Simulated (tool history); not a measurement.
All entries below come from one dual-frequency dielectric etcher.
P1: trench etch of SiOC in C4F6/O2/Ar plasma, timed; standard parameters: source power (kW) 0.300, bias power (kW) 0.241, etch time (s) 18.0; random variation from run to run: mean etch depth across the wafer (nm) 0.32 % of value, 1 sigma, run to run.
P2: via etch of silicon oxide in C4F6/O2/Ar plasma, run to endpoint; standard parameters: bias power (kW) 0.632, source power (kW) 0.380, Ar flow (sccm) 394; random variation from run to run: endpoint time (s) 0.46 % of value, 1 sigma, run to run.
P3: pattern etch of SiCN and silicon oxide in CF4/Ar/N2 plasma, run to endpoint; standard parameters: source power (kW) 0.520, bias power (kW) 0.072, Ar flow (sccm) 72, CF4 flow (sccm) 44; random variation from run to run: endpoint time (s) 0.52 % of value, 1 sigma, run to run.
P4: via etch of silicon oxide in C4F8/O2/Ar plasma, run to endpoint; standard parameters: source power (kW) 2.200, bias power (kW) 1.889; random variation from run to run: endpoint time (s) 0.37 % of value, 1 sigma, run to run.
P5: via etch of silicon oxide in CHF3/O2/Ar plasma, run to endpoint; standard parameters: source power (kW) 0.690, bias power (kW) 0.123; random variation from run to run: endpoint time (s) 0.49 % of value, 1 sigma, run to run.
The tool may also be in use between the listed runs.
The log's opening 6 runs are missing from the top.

| run | hour | process that ran | source power (kW) | bias power (kW) | etch time (s) | Ar flow (sccm) | CF4 flow (sccm) | hours since the last wet clean | hours since the last source power generator calibration | hours since the last bias power generator calibration | mean etch depth across the wafer (nm) | endpoint time (s) |
|---|---|---|---|---|---|---|---|---|---|---|---|---|
| 7 | 40.5 | P4 | 2.200 | 1.889 |  |  |  | 313.5 | 2780.7 | 3469.9 |  | 201.380 |
| 8 | 48.8 | P3 | 0.520 | 0.072 |  | 93 | 44 | 321.8 | 2789.0 | 3478.2 |  | 17.559 |
| 9 | 56.6 | P1 | 0.300 | 0.241 | 23.0 |  |  | 329.6 | 2796.8 | 3486.0 | 47.230 |  |
| 10 | 65.1 | P3 | 0.520 | 0.101 |  | 72 | 44 | 338.1 | 2805.3 | 3494.5 |  | 14.956 |
| 11 | 71.7 | P5 | 0.690 | 0.123 |  |  |  | 344.7 | 2811.9 | 3501.1 |  | 387.940 |
| 12 | 78.0 | P1 | 0.430 | 0.241 | 18.0 |  |  | 351.0 | 2818.2 | 3507.4 | 42.147 |  |
| 13 | 84.0 | P3 | 0.520 | 0.072 |  | 72 | 27 | 357.0 | 2824.2 | 3513.4 |  | 18.069 |
| 14 | 93.4 | P1 | 0.390 | 0.288 | 18.0 |  |  | 366.4 | 2833.6 | 3522.8 | 42.846 |  |
| 15 | 100.8 | P4 | 2.660 | 1.889 |  |  |  | 373.8 | 2841.0 | 3530.2 |  | 185.500 |
| 16 | 104.9 | P5 | 0.690 | 0.089 |  |  |  | 377.9 | 2845.1 | 3534.3 |  | 431.750 |
| 17 | 110.5 | P1 | 0.300 | 0.241 | 18.0 |  |  | 383.5 | 2850.7 | 3539.9 | 36.741 |  |
| 18 | 119.1 | P3 | 0.520 | 0.072 |  | 72 | 44 | 392.1 | 2859.3 | 3548.5 |  | 16.707 |
| 19 | 126.1 | P1 | 0.300 | 0.241 | 18.0 |  |  | 399.1 | 2866.3 | 3555.5 | 36.730 |  |
| 20 | 135.0 | P5 | 0.690 | 0.123 |  |  |  | 408.0 | 2875.2 | 3564.4 |  | 389.860 |
| 21 | 144.1 | P1 | 0.300 | 0.187 | 18.0 |  |  | 417.1 | 2884.3 | 3573.5 | 33.798 |  |
| 22 | 148.6 | P2 | 0.220 | 0.632 |  | 394 |  | 421.6 | 2888.8 | 3578.0 |  | 30.286 |
| 23 | 155.4 | P2 | 0.380 | 0.411 |  | 394 |  | 428.4 | 2895.6 | 3584.8 |  | 29.258 |
| 24 | 164.3 | P4 | 2.200 | 2.282 |  |  |  | 437.3 | 2904.5 | 3593.7 |  | 189.730 |
| 25 | 168.5 | P5 | 0.470 | 0.123 |  |  |  | 441.5 | 2908.7 | 3597.9 |  | 454.210 |
| 26 | 174.1 | P1 | 0.190 | 0.241 | 13.5 |  |  | 447.1 | 2914.3 | 3603.5 | 23.293 |  |
| 27 | 179.7 | P2 | 0.380 | 0.632 |  | 308 |  | 452.7 | 2919.9 | 3609.1 |  | 24.039 |
| 28 | 189.2 | P3 | 0.390 | 0.072 |  | 72 | 44 | 462.2 | 2929.4 | 3618.6 |  | 21.700 |
| 29 | 194.4 | P1 | 0.300 | 0.321 | 18.0 |  |  | 467.4 | 2934.6 | 3623.8 | 40.624 |  |

Run 30 has not been measured yet. What should we expect?
| 30 | 199.2 | P1 | 0.210 | 0.241 | 18.0 |  |  | 472.2 | 2939.4 | 3628.6 | ? |  |

Run 30 came out at mean etch depth across the wafer (nm) 32.332.
